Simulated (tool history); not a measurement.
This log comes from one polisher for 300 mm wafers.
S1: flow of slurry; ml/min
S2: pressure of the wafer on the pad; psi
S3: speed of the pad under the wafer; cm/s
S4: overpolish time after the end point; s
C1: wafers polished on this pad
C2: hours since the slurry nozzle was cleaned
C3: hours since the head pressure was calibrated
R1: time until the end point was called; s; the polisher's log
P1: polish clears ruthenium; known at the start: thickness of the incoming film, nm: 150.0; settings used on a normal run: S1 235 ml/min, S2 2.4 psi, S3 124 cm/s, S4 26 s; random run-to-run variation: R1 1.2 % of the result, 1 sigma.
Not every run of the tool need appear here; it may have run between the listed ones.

{"run": 1, "hour": 7.0, "S1": 235, "S2": 2.4, "S3": 124, "S4": 26, "C1": 524, "C2": 351.6, "C3": 376.1, "R1": 94.161}
{"run": 2, "hour": 16.9, "S1": 235, "S2": 2.4, "S3": 124, "S4": 26, "C1": 571, "C2": 361.5, "C3": 386.0, "R1": 93.746}
{"run": 3, "hour": 24.4, "S1": 140, "S2": 2.4, "S3": 124, "S4": 26, "C1": 607, "C2": 369.0, "C3": 393.5, "R1": 101.15}
{"run": 4, "hour": 32.7, "S1": 235, "S2": 2.4, "S3": 68, "S4": 26, "C1": 646, "C2": 377.3, "C3": 401.8, "R1": 167.48}
{"run": 5, "hour": 38.5, "S1": 235, "S2": 2.4, "S3": 124, "S4": 26, "C1": 674, "C2": 383.1, "C3": 407.6, "R1": 94.533}
{"run": 6, "hour": 47.7, "S1": 235, "S2": 2.4, "S3": 124, "S4": 48, "C1": 717, "C2": 392.3, "C3": 416.8, "R1": 92.174}
{"run": 7, "hour": 52.5, "S1": 235, "S2": 2.4, "S3": 196, "S4": 26, "C1": 740, "C2": 397.1, "C3": 421.6, "R1": 59.665}
{"run": 8, "hour": 61.1, "S1": 235, "S2": 2.4, "S3": 124, "S4": 26, "C1": 781, "C2": 405.7, "C3": 430.2, "R1": 95.679}
{"hour": 63.7, "done": "slurry nozzle cleaned"}
{"run": 9, "hour": 65.8, "S1": 175, "S2": 2.4, "S3": 124, "S4": 8, "C1": 803, "C2": 2.1, "C3": 434.9, "R1": 96.48}
{"run": 10, "hour": 75.3, "S1": 235, "S2": 2.4, "S3": 124, "S4": 26, "C1": 848, "C2": 11.6, "C3": 444.4, "R1": 95.856}
{"run": 11, "hour": 80.1, "S1": 325, "S2": 2.4, "S3": 124, "S4": 26, "C1": 871, "C2": 16.4, "C3": 449.2, "R1": 92.256}
{"run": 12, "hour": 88.5, "S1": 235, "S2": 1.1, "S3": 124, "S4": 26, "C1": 911, "C2": 24.8, "C3": 457.6, "R1": 205.76}
{"run": 13, "hour": 94.0, "S1": 235, "S2": 2.4, "S3": 124, "S4": 10, "C1": 937, "C2": 30.3, "C3": 463.1, "R1": 93.14}
{"run": 14, "hour": 98.7, "S1": 235, "S2": 3.4, "S3": 124, "S4": 26, "C1": 960, "C2": 35.0, "C3": 467.8, "R1": 67.053}
{"run": 15, "hour": 104.2, "S1": 235, "S2": 2.4, "S3": 124, "S4": 26, "C1": 986, "C2": 40.5, "C3": 473.3, "R1": 94.287}
{"run": 16, "hour": 111.0, "S1": 235, "S2": 2.4, "S3": 124, "S4": 26, "C1": 1018, "C2": 47.3, "C3": 480.1, "R1": 95.67}
{"run": 17, "hour": 121.1, "S1": 235, "S2": 2.4, "S3": 124, "S4": 26, "C1": 1066, "C2": 57.4, "C3": 490.2, "R1": 98.496}
{"hour": 121.7, "done": "head pressure recalibrated"}
{"run": 18, "hour": 128.1, "S1": 235, "S2": 2.4, "S3": 124, "S4": 26, "C1": 1099, "C2": 64.4, "C3": 6.5, "R1": 96.928}
{"run": 19, "hour": 137.6, "S1": 235, "S2": 2.4, "S3": 124, "S4": 26, "C1": 1144, "C2": 73.9, "C3": 16.0, "R1": 100.15}
{"run": 20, "hour": 144.9, "S1": 235, "S2": 2.4, "S3": 124, "S4": 26, "C1": 1179, "C2": 81.2, "C3": 23.3, "R1": 101.33}
{"run": 21, "hour": 150.8, "S1": 235, "S2": 2.4, "S3": 124, "S4": 26, "C1": 1207, "C2": 87.1, "C3": 29.2, "R1": 103.12}

The log shows P1 creeping away from where it was. Any of the 2 causes listed here, at the size stated for it, fits the log just as well as the others:
A: slurry flow missing at the pad, % = 39.2
B: removal rate lost through wear of the pad, % = 7.02
Creep in the process output first set in at about hour 104.2.
The rest of the possible causes, and what rules out each one:
head's pressure below its setpoint, %: its service at hour 121.7 followed the start of the drift and did not put the process back to its old value

Which of the 4 check runs listed below, each an average over 5 wafers with its results shown as question marks, gives clearly different results under the different listed causes?
{"run": "check 1", "hour": 156.7, "S1": 235, "S2": 2.4, "S3": 182, "S4": 43, "R1": "?"}
{"run": "check 2", "hour": 156.7, "S1": 140, "S2": 2.4, "S3": 124, "S4": 26, "R1": "?"}
{"run": "check 3", "hour": 156.7, "S1": 235, "S2": 2.4, "S3": 80, "S4": 12, "R1": "?"}
{"run": "check 4", "hour": 156.7, "S1": 235, "S2": 3.4, "S3": 124, "S4": 12, "R1": "?"}

Expected result of each check under each candidate cause:
check=check_1 result=R1 if_A=68.471 if_B=68.476
check=check_2 result=R1 if_A=113.360 if_B=108.490
check=check_3 result=R1 if_A=155.770 if_B=155.780
check=check_4 result=R1 if_A=70.939 if_B=70.945
Minimum pairwise separation of causes per check, each pair taken at its best-separating result: check 1 0.01 %; check 2 4.39 %; check 3 0.01 %; check 4 0.01 %
The causes can be told apart only by check 2. The other checks would give nearly the same results under each of them.

Then check 2 was run and gave: R1 113.280 s. Which cause is it?

It is A: slurry flow missing at the pad, %.

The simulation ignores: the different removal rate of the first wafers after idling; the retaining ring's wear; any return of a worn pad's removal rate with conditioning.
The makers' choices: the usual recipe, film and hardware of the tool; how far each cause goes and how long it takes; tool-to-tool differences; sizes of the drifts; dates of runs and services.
